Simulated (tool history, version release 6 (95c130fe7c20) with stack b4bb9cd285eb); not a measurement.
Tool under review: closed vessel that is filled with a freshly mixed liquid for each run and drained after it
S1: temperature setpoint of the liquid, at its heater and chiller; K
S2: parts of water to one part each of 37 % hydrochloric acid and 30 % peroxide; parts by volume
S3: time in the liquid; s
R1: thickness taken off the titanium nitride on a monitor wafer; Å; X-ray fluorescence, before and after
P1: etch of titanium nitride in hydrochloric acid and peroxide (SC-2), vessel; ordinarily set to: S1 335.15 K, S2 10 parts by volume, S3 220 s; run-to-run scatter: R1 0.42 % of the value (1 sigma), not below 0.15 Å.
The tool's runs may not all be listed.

| run | hour | S1 | S2 | S3 | R1 |
|---|---|---|---|---|---|
| 1 | 7.1 | 335.15 | 10 | 220 | 152.300 |
| 2 | 12.3 | 335.15 | 18 | 220 | 91.667 |
| 3 | 16.7 | 335.15 | 15 | 320 | 156.370 |
|  | 18.2 | thermometer replaced |
| 4 | 22.3 | 335.15 | 10 | 220 | 153.100 |
| 5 | 29.9 | 327.15 | 10 | 360 | 149.880 |
| 6 | 35.1 | 318.65 | 10 | 220 | 52.202 |
| 7 | 40.8 | 335.15 | 10 | 40 | 27.670 |
| 8 | 46.9 | 335.15 | 10 | 220 | 152.310 |
| 9 | 53.7 | 345.15 | 10 | 220 | 277.980 |
| 10 | 57.9 | 335.15 | 10 | 415 | 288.940 |
| 11 | 62.2 | 335.15 | 10 | 220 | 152.530 |
| 12 | 67.4 | 335.15 | 4 | 220 | 304.230 |
| 13 | 74.6 | 319.65 | 10 | 350 | 88.602 |
| 14 | 82.2 | 335.15 | 10 | 220 | 152.280 |
| 15 | 89.4 | 335.15 | 10 | 220 | 152.900 |
| 16 | 94.7 | 335.15 | 10 | 220 | 157.230 |
| 17 | 101.8 | 335.15 | 10 | 220 | 160.590 |
| 18 | 107.1 | 335.15 | 10 | 220 | 161.170 |
| 19 | 112.5 | 335.15 | 10 | 220 | 163.220 |
| 20 | 120.2 | 335.15 | 10 | 220 | 163.060 |
| 21 | 127.3 | 335.15 | 10 | 220 | 163.750 |
| 22 | 131.1 | 335.15 | 10 | 220 | 163.950 |
| 23 | 136.0 | 335.15 | 10 | 220 | 163.220 |

Compared with where it was, what P1 gives has crept away. Each cause listed below fits the log as well as the rest, at the size given for it:
A: chemicals flow above the setpoint (%) = 8.62
B: liquid hotter than its thermometer reads (K) = 1.11
The gradual shift began around hour 89.4.
The rest of the possible causes, and what rules out each one:
peroxide weaker than its label (%): at most 8, which would move R1 by -7.4 %: too little, or the wrong way

The 4 check runs listed below each average the results of 3 wafers, and their outcomes are marked with question marks. Under which run would the listed causes produce clearly different results?
| check 1 | 140.9 | 345.15 | 10.0 | 375 | ? |
| check 2 | 140.9 | 320.65 | 4.0 | 220 | ? |
| check 3 | 140.9 | 335.15 | 16.5 | 410 | ? |
| check 4 | 140.9 | 335.15 | 10.0 | 390 | ? |

Check results expected under each cause:
| check | result | if A | if B |
|---|---|---|---|
| check 1 | R1 | 508.890 | 506.970 |
| check 2 | R1 | 126.030 | 128.660 |
| check 3 | R1 | 198.670 | 197.710 |
| check 4 | R1 | 289.900 | 289.940 |
Per-check spread between the two closest causes, in the result where they differ most: check 1 0.38 %; check 2 2.06 %; check 3 0.48 %; check 4 0.01 %
Only in check 2 would the causes give clearly different results; in the remaining checks their results would be nearly the same.

Check 2 was then run and gave: R1 126.270 Å. Which cause is it?

The cause is A: chemicals flow above the setpoint (%).
